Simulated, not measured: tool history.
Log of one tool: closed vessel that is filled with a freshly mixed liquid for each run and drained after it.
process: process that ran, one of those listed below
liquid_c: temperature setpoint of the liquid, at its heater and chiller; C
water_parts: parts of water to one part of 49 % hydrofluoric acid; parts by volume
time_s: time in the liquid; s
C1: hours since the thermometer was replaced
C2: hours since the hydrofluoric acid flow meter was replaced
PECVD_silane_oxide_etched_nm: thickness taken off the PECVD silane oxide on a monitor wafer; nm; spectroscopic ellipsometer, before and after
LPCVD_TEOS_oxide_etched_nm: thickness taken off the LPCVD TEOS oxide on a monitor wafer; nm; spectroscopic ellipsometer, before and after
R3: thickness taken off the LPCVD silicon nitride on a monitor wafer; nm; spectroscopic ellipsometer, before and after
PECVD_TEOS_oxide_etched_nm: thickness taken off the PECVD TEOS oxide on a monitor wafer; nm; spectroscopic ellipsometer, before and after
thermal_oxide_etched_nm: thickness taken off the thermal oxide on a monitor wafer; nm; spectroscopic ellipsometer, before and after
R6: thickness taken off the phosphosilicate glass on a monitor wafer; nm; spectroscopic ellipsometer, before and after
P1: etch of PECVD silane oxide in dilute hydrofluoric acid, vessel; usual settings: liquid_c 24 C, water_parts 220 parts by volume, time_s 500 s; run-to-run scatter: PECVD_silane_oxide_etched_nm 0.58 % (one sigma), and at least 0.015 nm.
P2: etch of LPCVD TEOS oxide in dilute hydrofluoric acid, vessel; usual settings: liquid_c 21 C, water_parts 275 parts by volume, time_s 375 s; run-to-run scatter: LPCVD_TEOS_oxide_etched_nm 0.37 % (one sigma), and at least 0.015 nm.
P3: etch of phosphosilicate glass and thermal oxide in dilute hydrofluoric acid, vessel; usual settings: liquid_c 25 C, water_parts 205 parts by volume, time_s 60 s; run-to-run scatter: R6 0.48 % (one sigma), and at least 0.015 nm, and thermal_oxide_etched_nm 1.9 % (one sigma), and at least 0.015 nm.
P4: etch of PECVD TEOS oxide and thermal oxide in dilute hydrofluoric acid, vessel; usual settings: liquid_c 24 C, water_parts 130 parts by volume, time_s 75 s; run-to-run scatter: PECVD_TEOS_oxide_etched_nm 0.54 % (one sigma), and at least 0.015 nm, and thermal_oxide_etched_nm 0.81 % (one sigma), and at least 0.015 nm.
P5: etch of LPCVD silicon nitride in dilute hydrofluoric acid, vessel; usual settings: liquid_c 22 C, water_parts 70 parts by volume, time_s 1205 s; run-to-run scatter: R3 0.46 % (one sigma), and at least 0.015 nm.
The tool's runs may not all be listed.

Run 1, hour 3.7: process P1, liquid_c 24 C, water_parts 220 parts by volume, time_s 500 s; C1 213.4; C2 972.3. Result: PECVD_silane_oxide_etched_nm 41.084 nm.
Run 2, hour 8.6: process P2, liquid_c 17 C, water_parts 275 parts by volume, time_s 375 s; C1 218.3; C2 977.2. Result: LPCVD_TEOS_oxide_etched_nm 39.421 nm.
Run 3, hour 14.4: process P5, liquid_c 22 C, water_parts 70 parts by volume, time_s 1205 s; C1 224.1; C2 983. Result: R3 7.1145 nm.
Run 4, hour 20: process P4, liquid_c 19.5 C, water_parts 130 parts by volume, time_s 75 s; C1 229.7; C2 988.6. Result: PECVD_TEOS_oxide_etched_nm 8.9872 nm, thermal_oxide_etched_nm 2.2638 nm.
Run 5, hour 24.7: process P2, liquid_c 21 C, water_parts 275 parts by volume, time_s 30 s; C1 234.4; C2 993.3. Result: LPCVD_TEOS_oxide_etched_nm 3.6346 nm.
Run 6, hour 29.6: process P4, liquid_c 24 C, water_parts 130 parts by volume, time_s 30 s; C1 239.3; C2 998.2. Result: PECVD_TEOS_oxide_etched_nm 4.274 nm, thermal_oxide_etched_nm 1.1004 nm.
At hour 29.9: hydrofluoric acid flow meter replaced.
Run 7, hour 36: process P3, liquid_c 25 C, water_parts 205 parts by volume, time_s 30 s; C1 245.7; C2 6.1. Result: thermal_oxide_etched_nm 0.63879 nm, R6 13.987 nm.
Run 8, hour 42.3: process P1, liquid_c 18.5 C, water_parts 220 parts by volume, time_s 865 s; C1 252; C2 12.4. Result: PECVD_silane_oxide_etched_nm 57.012 nm.
Run 9, hour 46: process P1, liquid_c 24 C, water_parts 380 parts by volume, time_s 500 s; C1 255.7; C2 16.1. Result: PECVD_silane_oxide_etched_nm 20.296 nm.
Run 10, hour 51.2: process P3, liquid_c 25 C, water_parts 130 parts by volume, time_s 60 s; C1 260.9; C2 21.3. Result: thermal_oxide_etched_nm 2.2644 nm, R6 48.043 nm.
Run 11, hour 55.4: process P5, liquid_c 29.5 C, water_parts 70 parts by volume, time_s 1205 s; C1 265.1; C2 25.5. Result: R3 11.722 nm.
Run 12, hour 59.5: process P5, liquid_c 22 C, water_parts 25 parts by volume, time_s 1205 s; C1 269.2; C2 29.6. Result: R3 19.614 nm.
Run 13, hour 63.3: process P1, liquid_c 24 C, water_parts 70 parts by volume, time_s 500 s; C1 273; C2 33.4. Result: PECVD_silane_oxide_etched_nm 151.92 nm.
At hour 65.1: thermometer replaced.
Run 14, hour 67.8: process P1, liquid_c 24 C, water_parts 220 parts by volume, time_s 500 s; C1 2.8; C2 37.9. Result: PECVD_silane_oxide_etched_nm 40.853 nm.
Run 15, hour 71.9: process P1, liquid_c 24 C, water_parts 220 parts by volume, time_s 500 s; C1 6.9; C2 42. Result: PECVD_silane_oxide_etched_nm 40.76 nm.
Run 16, hour 78.2: process P4, liquid_c 24 C, water_parts 25 parts by volume, time_s 75 s; C1 13.2; C2 48.3. Result: PECVD_TEOS_oxide_etched_nm 64.151 nm, thermal_oxide_etched_nm 16.4 nm.
Run 17, hour 84.5: process P1, liquid_c 19.5 C, water_parts 220 parts by volume, time_s 500 s; C1 19.5; C2 54.6. Result: PECVD_silane_oxide_etched_nm 34.486 nm.
Run 18, hour 89.1: process P1, liquid_c 18 C, water_parts 60 parts by volume, time_s 500 s; C1 24.1; C2 59.2. Result: PECVD_silane_oxide_etched_nm 139.21 nm.
Run 19, hour 94.2: process P1, liquid_c 24 C, water_parts 220 parts by volume, time_s 880 s; C1 29.2; C2 64.3. Result: PECVD_silane_oxide_etched_nm 71.194 nm.
Run 20, hour 97.9: process P4, liquid_c 24 C, water_parts 130 parts by volume, time_s 75 s; C1 32.9; C2 68. Result: PECVD_TEOS_oxide_etched_nm 10.689 nm, thermal_oxide_etched_nm 2.7529 nm.
Run 21, hour 103.6: process P1, liquid_c 24 C, water_parts 220 parts by volume, time_s 500 s; C1 38.6; C2 73.7. Result: PECVD_silane_oxide_etched_nm 40.592 nm.
Run 22, hour 107: process P3, liquid_c 25 C, water_parts 205 parts by volume, time_s 60 s; C1 42; C2 77.1. Result: thermal_oxide_etched_nm 1.2688 nm, R6 28.129 nm.
Run 23, hour 111.7: process P1, liquid_c 24 C, water_parts 220 parts by volume, time_s 30 s; C1 46.7; C2 81.8. Result: PECVD_silane_oxide_etched_nm 2.4405 nm.
Run 24, hour 115.3: process P2, liquid_c 21 C, water_parts 275 parts by volume, time_s 375 s; C1 50.3; C2 85.4. Result: LPCVD_TEOS_oxide_etched_nm 45.873 nm.
Run 25, hour 118.9: process P4, liquid_c 24 C, water_parts 130 parts by volume, time_s 75 s; C1 53.9; C2 89. Result: PECVD_TEOS_oxide_etched_nm 10.766 nm, thermal_oxide_etched_nm 2.7833 nm.
Run 26, hour 123.2: process P2, liquid_c 21 C, water_parts 275 parts by volume, time_s 375 s; C1 58.2; C2 93.3. Result: LPCVD_TEOS_oxide_etched_nm 45.753 nm.
Run 27, hour 127.6: process P3, liquid_c 31.5 C, water_parts 205 parts by volume, time_s 60 s; C1 62.6; C2 97.7. Result: thermal_oxide_etched_nm 1.6272 nm, R6 35.278 nm.
Run 28, hour 131.9: process P1, liquid_c 19.5 C, water_parts 360 parts by volume, time_s 500 s; C1 66.9; C2 102. Result: PECVD_silane_oxide_etched_nm 18.561 nm.
Run 29, hour 136.8: process P1, liquid_c 30 C, water_parts 220 parts by volume, time_s 500 s; C1 71.8; C2 106.9. Result: PECVD_silane_oxide_etched_nm 49.859 nm.
Run 30, hour 141.3: process P2, liquid_c 21 C, water_parts 490 parts by volume, time_s 375 s; C1 76.3; C2 111.4. Result: LPCVD_TEOS_oxide_etched_nm 21.45 nm.
Run 31, hour 147.2: process P5, liquid_c 22 C, water_parts 70 parts by volume, time_s 2210 s; C1 82.2; C2 117.3. Result: R3 13.132 nm.
Run 32, hour 150.3: process P1, liquid_c 24 C, water_parts 220 parts by volume, time_s 500 s; C1 85.3; C2 120.4. Result: PECVD_silane_oxide_etched_nm 40.622 nm.
Run 33, hour 156.2: process P1, liquid_c 24 C, water_parts 220 parts by volume, time_s 500 s; C1 91.2; C2 126.3. Result: PECVD_silane_oxide_etched_nm 40.405 nm.
Run 34, hour 162.1: process P1, liquid_c 24 C, water_parts 220 parts by volume, time_s 500 s; C1 97.1; C2 132.2. Result: PECVD_silane_oxide_etched_nm 41.908 nm.
Run 35, hour 166.3: process P1, liquid_c 24 C, water_parts 220 parts by volume, time_s 500 s; C1 101.3; C2 136.4. Result: PECVD_silane_oxide_etched_nm 41.832 nm.
Run 36, hour 169.9: process P1, liquid_c 24 C, water_parts 220 parts by volume, time_s 500 s; C1 104.9; C2 140. Result: PECVD_silane_oxide_etched_nm 42.418 nm.
Run 37, hour 174.9: process P1, liquid_c 24 C, water_parts 220 parts by volume, time_s 500 s; C1 109.9; C2 145. Result: PECVD_silane_oxide_etched_nm 42.509 nm.
Run 38, hour 178.6: process P1, liquid_c 24 C, water_parts 220 parts by volume, time_s 500 s; C1 113.6; C2 148.7. Result: PECVD_silane_oxide_etched_nm 43.135 nm.
Run 39, hour 183.3: process P1, liquid_c 24 C, water_parts 220 parts by volume, time_s 500 s; C1 118.3; C2 153.4. Result: PECVD_silane_oxide_etched_nm 43.022 nm.
Run 40, hour 188.8: process P1, liquid_c 24 C, water_parts 220 parts by volume, time_s 500 s; C1 123.8; C2 158.9. Result: PECVD_silane_oxide_etched_nm 42.426 nm.
Run 41, hour 194.9: process P1, liquid_c 24 C, water_parts 220 parts by volume, time_s 500 s; C1 129.9; C2 165. Result: PECVD_silane_oxide_etched_nm 42.951 nm.
Run 42, hour 200.3: process P1, liquid_c 24 C, water_parts 220 parts by volume, time_s 500 s; C1 135.3; C2 170.4. Result: PECVD_silane_oxide_etched_nm 42.983 nm.
Run 43, hour 206.6: process P1, liquid_c 24 C, water_parts 220 parts by volume, time_s 500 s; C1 141.6; C2 176.7. Result: PECVD_silane_oxide_etched_nm 43.295 nm.

What P1 gives has crept away from where it was. These 2 causes fit the log equally well, each at the size given:
A: liquid hotter than its thermometer reads (K) = 1.69
B: hydrofluoric acid flow above the setpoint (%) = 5.07
The creep began at about hour 156.2.

4 check runs are offered, one wafer each, their results left as question marks. Which one tells the causes apart?
Run check 1, hour 212.9: process P5, liquid_c 29.5 C, water_parts 30 parts by volume, time_s 1205 s. Result: R3 ?.
Run check 2, hour 212.9: process P2, liquid_c 21 C, water_parts 470 parts by volume, time_s 30 s. Result: LPCVD_TEOS_oxide_etched_nm ?.
Run check 3, hour 212.9: process P4, liquid_c 20 C, water_parts 130 parts by volume, time_s 45 s. Result: PECVD_TEOS_oxide_etched_nm ?, thermal_oxide_etched_nm ?.
Run check 4, hour 212.9: process P3, liquid_c 29.5 C, water_parts 205 parts by volume, time_s 30 s. Result: thermal_oxide_etched_nm ?, R6 ?.

What each check would give under each cause:
  check                      result     if A     if B
check 1                          R3    30.34   28.519
check 2  LPCVD_TEOS_oxide_etched_nm   1.9172   1.9414
check 3  PECVD_TEOS_oxide_etched_nm   5.8844   5.8177
check 3     thermal_oxide_etched_nm   1.5105   1.4934
check 4     thermal_oxide_etched_nm  0.79815  0.80095
check 4                          R6    17.42   17.481
How far apart the two closest causes lie, in the result that separates them most: check 1 6.19 %; check 2 1.26 %; check 3 1.14 %; check 4 0.35 %
Only check 1 tells the causes apart: in the others they would give nearly the same result.

Check 1 was then run and gave: R3 30.33 nm. Which cause is it?

It is A: liquid hotter than its thermometer reads (K).

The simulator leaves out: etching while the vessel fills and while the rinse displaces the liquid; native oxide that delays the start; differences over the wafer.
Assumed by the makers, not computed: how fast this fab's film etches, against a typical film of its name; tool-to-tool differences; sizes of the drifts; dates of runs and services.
